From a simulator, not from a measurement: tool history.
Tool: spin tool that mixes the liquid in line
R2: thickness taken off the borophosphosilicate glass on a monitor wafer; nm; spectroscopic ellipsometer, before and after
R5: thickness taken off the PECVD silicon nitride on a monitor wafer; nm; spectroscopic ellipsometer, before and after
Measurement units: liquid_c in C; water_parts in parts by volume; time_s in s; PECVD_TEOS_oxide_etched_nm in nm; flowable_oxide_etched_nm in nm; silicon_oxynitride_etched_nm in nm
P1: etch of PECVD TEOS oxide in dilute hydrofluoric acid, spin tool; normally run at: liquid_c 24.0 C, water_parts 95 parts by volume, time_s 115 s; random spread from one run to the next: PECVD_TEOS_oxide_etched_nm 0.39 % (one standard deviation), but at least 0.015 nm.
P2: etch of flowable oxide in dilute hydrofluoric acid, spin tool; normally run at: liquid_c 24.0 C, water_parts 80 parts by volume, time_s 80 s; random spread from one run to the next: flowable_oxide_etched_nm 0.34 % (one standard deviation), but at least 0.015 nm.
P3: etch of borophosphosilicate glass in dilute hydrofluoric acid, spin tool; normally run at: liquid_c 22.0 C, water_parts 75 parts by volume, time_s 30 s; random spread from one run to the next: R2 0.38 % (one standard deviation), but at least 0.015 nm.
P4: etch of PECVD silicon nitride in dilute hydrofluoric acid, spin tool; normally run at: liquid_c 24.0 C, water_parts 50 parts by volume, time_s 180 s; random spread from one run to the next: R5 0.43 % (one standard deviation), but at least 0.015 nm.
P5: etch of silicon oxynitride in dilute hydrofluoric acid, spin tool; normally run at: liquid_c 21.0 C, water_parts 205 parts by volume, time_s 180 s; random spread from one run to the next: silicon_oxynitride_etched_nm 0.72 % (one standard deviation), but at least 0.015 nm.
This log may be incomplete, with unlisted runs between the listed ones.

{"run": 1, "hour": 13.3, "process": "P1", "liquid_c": 24.0, "water_parts": 95, "time_s": 115, "PECVD_TEOS_oxide_etched_nm": 26.057}
{"run": 2, "hour": 24.7, "process": "P3", "liquid_c": 22.0, "water_parts": 75, "time_s": 30, "R2": 22.337}
{"run": 3, "hour": 40.0, "process": "P2", "liquid_c": 24.0, "water_parts": 80, "time_s": 80, "flowable_oxide_etched_nm": 23.338}
{"run": 4, "hour": 50.8, "process": "P1", "liquid_c": 28.0, "water_parts": 95, "time_s": 190, "PECVD_TEOS_oxide_etched_nm": 50.41}
{"run": 5, "hour": 58.4, "process": "P5", "liquid_c": 21.0, "water_parts": 310, "time_s": 180, "silicon_oxynitride_etched_nm": 2.1264}
{"run": 6, "hour": 65.8, "process": "P5", "liquid_c": 21.0, "water_parts": 205, "time_s": 180, "silicon_oxynitride_etched_nm": 3.4308}
{"run": 7, "hour": 80.4, "process": "P1", "liquid_c": 24.0, "water_parts": 95, "time_s": 20, "PECVD_TEOS_oxide_etched_nm": 4.497}
{"run": 8, "hour": 96.2, "process": "P3", "liquid_c": 22.0, "water_parts": 75, "time_s": 50, "R2": 37.42}
{"run": 9, "hour": 109.0, "process": "P4", "liquid_c": 24.0, "water_parts": 50, "time_s": 15, "R5": 0.53305}
{"run": 10, "hour": 119.5, "process": "P1", "liquid_c": 24.0, "water_parts": 20, "time_s": 115, "PECVD_TEOS_oxide_etched_nm": 136.66}
{"run": 11, "hour": 131.7, "process": "P2", "liquid_c": 30.5, "water_parts": 80, "time_s": 80, "flowable_oxide_etched_nm": 29.792}
{"run": 12, "hour": 143.0, "process": "P2", "liquid_c": 24.0, "water_parts": 80, "time_s": 80, "flowable_oxide_etched_nm": 23.398}
{"run": 13, "hour": 156.9, "process": "P5", "liquid_c": 29.0, "water_parts": 205, "time_s": 180, "silicon_oxynitride_etched_nm": 4.8358}
{"run": 14, "hour": 166.7, "process": "P1", "liquid_c": 17.0, "water_parts": 95, "time_s": 115, "PECVD_TEOS_oxide_etched_nm": 19.424}
{"run": 15, "hour": 176.9, "process": "P5", "liquid_c": 21.0, "water_parts": 205, "time_s": 180, "silicon_oxynitride_etched_nm": 3.4196}
{"run": 16, "hour": 185.9, "process": "P4", "liquid_c": 31.0, "water_parts": 50, "time_s": 180, "R5": 10.226}
{"run": 17, "hour": 197.6, "process": "P4", "liquid_c": 24.0, "water_parts": 70, "time_s": 180, "R5": 4.6404}
{"run": 18, "hour": 208.0, "process": "P3", "liquid_c": 22.0, "water_parts": 125, "time_s": 30, "R2": 12.702}
{"run": 19, "hour": 218.2, "process": "P3", "liquid_c": 17.0, "water_parts": 75, "time_s": 30, "R2": 18.373}
{"run": 20, "hour": 227.4, "process": "P1", "liquid_c": 28.5, "water_parts": 95, "time_s": 115, "PECVD_TEOS_oxide_etched_nm": 31.059}
{"run": 21, "hour": 243.8, "process": "P2", "liquid_c": 24.0, "water_parts": 125, "time_s": 80, "flowable_oxide_etched_nm": 14.06}
{"run": 22, "hour": 257.0, "process": "P5", "liquid_c": 21.0, "water_parts": 205, "time_s": 40, "silicon_oxynitride_etched_nm": 0.75534}
{"run": 23, "hour": 268.3, "process": "P1", "liquid_c": 24.0, "water_parts": 95, "time_s": 115, "PECVD_TEOS_oxide_etched_nm": 26.054}

What does the tool deliver on the next run?
{"run": 24, "hour": 279.4, "process": "P1", "liquid_c": 24.0, "water_parts": 95, "time_s": 115, "PECVD_TEOS_oxide_etched_nm": "?"}

Logged for run 24: PECVD_TEOS_oxide_etched_nm 26.005 nm.

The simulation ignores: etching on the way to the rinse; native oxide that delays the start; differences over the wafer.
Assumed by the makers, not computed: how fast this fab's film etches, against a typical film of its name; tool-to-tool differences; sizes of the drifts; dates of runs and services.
